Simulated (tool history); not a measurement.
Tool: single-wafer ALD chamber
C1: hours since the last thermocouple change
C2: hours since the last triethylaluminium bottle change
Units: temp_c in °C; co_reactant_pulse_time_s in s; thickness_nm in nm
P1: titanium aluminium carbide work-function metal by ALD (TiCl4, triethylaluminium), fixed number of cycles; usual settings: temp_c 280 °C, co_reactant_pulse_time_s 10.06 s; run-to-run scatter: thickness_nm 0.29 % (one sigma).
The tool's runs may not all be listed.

run 1 hour=3.9 | temp_c=280 co_reactant_pulse_time_s=10.06 | C1=1012.6 C2=1033.0 | thickness_nm=1.8298
run 2 hour=11.6 | temp_c=259 co_reactant_pulse_time_s=5.58 | C1=1020.3 C2=1040.7 | thickness_nm=1.4617
run 3 hour=19.3 | temp_c=296 co_reactant_pulse_time_s=12.77 | C1=1028.0 C2=1048.4 | thickness_nm=2.0058
run 4 hour=24.0 | temp_c=280 co_reactant_pulse_time_s=10.06 | C1=1032.7 C2=1053.1 | thickness_nm=1.8393
run 5 hour=31.8 | temp_c=280 co_reactant_pulse_time_s=10.06 | C1=1040.5 C2=1060.9 | thickness_nm=1.8355
run 6 hour=38.3 | temp_c=280 co_reactant_pulse_time_s=3.53 | C1=1047.0 C2=1067.4 | thickness_nm=1.3382
run 7 hour=43.2 | temp_c=280 co_reactant_pulse_time_s=10.06 | C1=1051.9 C2=1072.3 | thickness_nm=1.8247
run 8 hour=49.7 | temp_c=280 co_reactant_pulse_time_s=10.06 | C1=1058.4 C2=1078.8 | thickness_nm=1.8266
run 9 hour=53.5 | temp_c=258 co_reactant_pulse_time_s=15.17 | C1=1062.2 C2=1082.6 | thickness_nm=1.6861
run 10 hour=60.9 | temp_c=258 co_reactant_pulse_time_s=10.06 | C1=1069.6 C2=1090.0 | thickness_nm=1.6466
-- hour=65.2 triethylaluminium bottle replaced
run 11 hour=65.2 | temp_c=280 co_reactant_pulse_time_s=10.06 | C1=1073.9 C2=0.1 | thickness_nm=1.8269
run 12 hour=72.7 | temp_c=297 co_reactant_pulse_time_s=10.06 | C1=1081.4 C2=7.6 | thickness_nm=1.9831
run 13 hour=77.0 | temp_c=280 co_reactant_pulse_time_s=13.45 | C1=1085.7 C2=11.9 | thickness_nm=1.8823
run 14 hour=81.2 | temp_c=280 co_reactant_pulse_time_s=10.06 | C1=1089.9 C2=16.1 | thickness_nm=1.8404
run 15 hour=84.6 | temp_c=280 co_reactant_pulse_time_s=10.06 | C1=1093.3 C2=19.5 | thickness_nm=1.8194
run 16 hour=90.5 | temp_c=280 co_reactant_pulse_time_s=10.06 | C1=1099.2 C2=25.4 | thickness_nm=1.8131
run 17 hour=98.3 | temp_c=280 co_reactant_pulse_time_s=10.06 | C1=1107.0 C2=33.2 | thickness_nm=1.8031
run 18 hour=103.4 | temp_c=280 co_reactant_pulse_time_s=10.06 | C1=1112.1 C2=38.3 | thickness_nm=1.8032
run 19 hour=109.5 | temp_c=280 co_reactant_pulse_time_s=10.06 | C1=1118.2 C2=44.4 | thickness_nm=1.8078
run 20 hour=115.0 | temp_c=280 co_reactant_pulse_time_s=10.06 | C1=1123.7 C2=49.9 | thickness_nm=1.8065
run 21 hour=121.5 | temp_c=280 co_reactant_pulse_time_s=10.06 | C1=1130.2 C2=56.4 | thickness_nm=1.8047

Run 22 comes next. What will it give?
run 22 hour=127.2 | temp_c=280 co_reactant_pulse_time_s=10.06 | C1=1135.9 C2=62.1 | thickness_nm=?

{"run 22": {"thickness_nm": 1.7995}}

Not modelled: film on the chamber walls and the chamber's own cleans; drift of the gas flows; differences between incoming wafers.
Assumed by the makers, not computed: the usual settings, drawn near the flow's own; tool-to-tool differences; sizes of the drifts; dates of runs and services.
